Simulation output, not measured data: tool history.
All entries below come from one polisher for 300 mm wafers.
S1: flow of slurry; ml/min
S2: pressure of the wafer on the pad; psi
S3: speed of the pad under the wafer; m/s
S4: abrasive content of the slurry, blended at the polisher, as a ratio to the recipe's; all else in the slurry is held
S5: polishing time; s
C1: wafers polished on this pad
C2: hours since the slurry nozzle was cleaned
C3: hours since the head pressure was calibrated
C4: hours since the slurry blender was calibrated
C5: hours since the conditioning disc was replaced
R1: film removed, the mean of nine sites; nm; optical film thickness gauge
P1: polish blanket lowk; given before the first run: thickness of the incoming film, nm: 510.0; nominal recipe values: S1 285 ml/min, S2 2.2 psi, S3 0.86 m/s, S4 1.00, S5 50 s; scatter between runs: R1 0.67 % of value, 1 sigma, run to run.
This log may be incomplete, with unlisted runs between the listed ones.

run	hour	S1	S2	S3	S4	S5	C1	C2	C3	C4	C5	R1
1	7.7	285	2.2	0.86	1.00	50	518	236.9	589.5	141.6	167.6	22.0970
2	16.4	285	1.3	0.86	1.00	50	591	245.6	598.2	150.3	176.3	13.2840
# hour 22.7: slurry blender recalibrated
3	23.1	285	2.2	0.86	1.50	50	647	252.3	604.9	0.5	183.0	26.1050
4	32.2	355	2.2	1.14	1.00	50	724	261.4	614.0	9.6	192.1	28.0790
5	40.1	285	2.2	0.38	1.00	50	790	269.3	621.9	17.5	200.0	11.6060
6	44.8	170	2.2	0.86	1.00	50	829	274.0	626.6	22.2	204.7	20.9960
7	54.2	285	3.1	0.86	1.00	50	908	283.4	636.0	31.6	214.1	31.2260
8	62.2	285	2.2	1.34	1.00	50	975	291.4	644.0	39.6	222.1	31.5900
9	70.0	285	2.2	0.86	0.75	50	1040	299.2	651.8	47.4	229.9	19.3120
10	75.7	285	2.2	0.86	1.00	50	1088	304.9	657.5	53.1	235.6	22.1310
11	86.0	285	2.2	0.86	1.00	50	1174	315.2	667.8	63.4	245.9	22.5480
12	90.7	400	2.2	0.86	1.00	50	1214	319.9	672.5	68.1	250.6	22.9590
13	99.0	285	2.2	0.86	1.00	50	1283	328.2	680.8	76.4	258.9	22.3800
14	106.2	285	2.2	0.86	1.00	67	1344	335.4	688.0	83.6	266.1	29.8680
15	116.2	285	2.2	0.86	1.00	22	1427	345.4	698.0	93.6	276.1	9.7608
16	124.2	285	2.2	0.86	0.75	78	1494	353.4	706.0	101.6	284.1	29.9340
17	131.4	285	2.2	0.86	1.00	50	1555	360.6	713.2	108.8	291.3	22.3070
18	140.8	285	2.2	0.86	1.00	50	1633	370.0	722.6	118.2	300.7	20.7790
19	148.9	285	2.2	0.86	1.00	50	1701	378.1	730.7	126.3	308.8	20.3090
20	154.6	285	2.2	0.86	1.00	50	1749	383.8	736.4	132.0	314.5	20.0900

Run 21, settings as shown, results not yet in. Your forecast:
# hour 157.1: head pressure recalibrated
# hour 158.6: conditioning disc replaced and pad reconditioned
21	163.7	285	2.2	0.86	1.00	50	1825	392.9	6.7	141.1	5.1	?

Run 21 came out at R1 19.8280 nm.
